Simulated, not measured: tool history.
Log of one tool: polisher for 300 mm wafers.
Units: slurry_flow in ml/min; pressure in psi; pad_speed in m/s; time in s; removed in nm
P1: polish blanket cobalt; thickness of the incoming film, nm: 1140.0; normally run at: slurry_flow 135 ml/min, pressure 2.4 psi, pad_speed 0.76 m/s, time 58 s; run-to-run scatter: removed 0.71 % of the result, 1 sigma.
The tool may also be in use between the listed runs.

run	hour	slurry_flow	pressure	pad_speed	time	removed
1	16.4	135	2.4	0.76	58	296.59
2	27.6	135	2.4	0.76	80	401.22
3	40.8	85	3.4	0.76	58	374.43
4	51	135	2.4	0.34	58	130.65
5	61	135	2.4	0.76	58	292.85
6	73.8	135	1.7	0.56	58	153.84
7	83.4	135	2.4	0.76	31	157.03
8	99.5	135	2.4	0.76	58	294.46
9	110.3	135	2.4	0.76	58	289.29
10	124	200	2.4	0.76	58	314.16
11	134.2	135	3.7	0.76	58	453.83
12	147.6	80	2.4	0.76	58	257.69
13	156.8	80	2.9	0.76	58	317.76
14	164.4	135	1.6	0.76	58	196.66
15	176	135	2.4	0.76	58	292.18
16	184.3	135	2.4	1.2	58	463.19
17	200.1	135	2.4	0.76	58	293.01
18	212.7	135	2.4	0.76	58	290.27
19	223.4	135	2.4	0.76	58	294.82
20	233.1	135	2.4	0.76	58	285.44
21	246.3	135	2.4	0.76	58	276.25
22	255.3	135	2.4	0.76	58	270.72
# hour 258.4: worn pad replaced by a new one
23	263.4	135	2.4	0.76	58	271.22
24	274.6	135	2.4	0.76	58	268.8

Run 25 comes next. What will it give?
25	281.8	135	2.4	0.76	58	?

removed: 268.38 nm
